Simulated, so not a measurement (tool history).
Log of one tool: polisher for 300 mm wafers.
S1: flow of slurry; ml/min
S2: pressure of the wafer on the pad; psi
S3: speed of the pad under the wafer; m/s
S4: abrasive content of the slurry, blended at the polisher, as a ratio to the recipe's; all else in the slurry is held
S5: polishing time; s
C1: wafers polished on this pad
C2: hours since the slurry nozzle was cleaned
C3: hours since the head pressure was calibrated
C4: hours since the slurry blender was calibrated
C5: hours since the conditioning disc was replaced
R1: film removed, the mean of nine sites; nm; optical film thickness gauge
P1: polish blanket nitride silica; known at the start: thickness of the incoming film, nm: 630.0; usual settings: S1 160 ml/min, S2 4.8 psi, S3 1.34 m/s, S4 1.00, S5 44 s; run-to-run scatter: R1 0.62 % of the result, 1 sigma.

run   hour   S1   S2    S3    S4  S5    C1     C2     C3     C4     C5      R1
  1    7.5  160  4.8  1.34  1.00  44   630  434.1  216.1   44.0  139.3  47.229
  2   14.4  160  4.8  1.34  1.35  44   713  441.0  223.0   50.9  146.2  53.998
  3   18.8  205  4.8  1.34  1.30  44   767  445.4  227.4   55.3  150.6  54.898
  4   24.8  160  4.8  0.98  1.00  44   839  451.4  233.4   61.3  156.6  36.647
  5   30.4  160  4.8  1.34  1.00  20   907  457.0  239.0   66.9  162.2  21.385
  6   37.5  160  4.8  1.34  1.00  44   993  464.1  246.1   74.0  169.3  47.197
  7   43.2  160  4.8  1.34  0.55  44  1061  469.8  251.8   79.7  175.0  34.504
  8   48.4  160  4.8  1.70  1.00  44  1124  475.0  257.0   84.9  180.2  57.161
  9   56.2   95  4.8  1.34  1.00  44  1219  482.8  264.8   92.7  188.0  42.385
 10   63.0  160  4.8  1.34  1.00  44  1301  489.6  271.6   99.5  194.8  46.913
 11   68.8  245  4.8  1.34  1.00  44  1371  495.4  277.4  105.3  200.6  49.364
 12   75.9  160  4.8  1.34  1.00  44  1457  502.5  284.5  112.4  207.7  46.825
      78.5  -- slurry blender recalibrated
 13   80.1  160  2.5  1.34  1.00  44  1507  506.7  288.7    1.7  211.9  24.528
 14   83.9   95  5.9  1.34  1.00  44  1553  510.5  292.5    5.5  215.7  52.034
 15   90.6  160  7.3  1.34  1.00  44  1634  517.2  299.2   12.2  222.4  71.802
 16   98.3  160  4.8  1.34  1.00  44  1727  524.9  306.9   19.9  230.1  47.146
 17  105.1  160  4.8  1.34  1.00  69  1810  531.7  313.7   26.7  236.9  73.887
 18  112.0  160  4.8  1.34  1.00  44  1893  538.6  320.6   33.6  243.8  47.595
 19  118.3  160  4.8  1.34  1.00  44  1969  544.9  326.9   39.9  250.1  45.610
 20  126.0  160  4.8  1.34  1.00  44  2062  552.6  334.6   47.6  257.8  44.090

Forecast run 21:
 21  130.5  160  4.8  1.34  1.00  44  2117  557.1  339.1  52.1  262.3   ?

R1: 43.431 nm
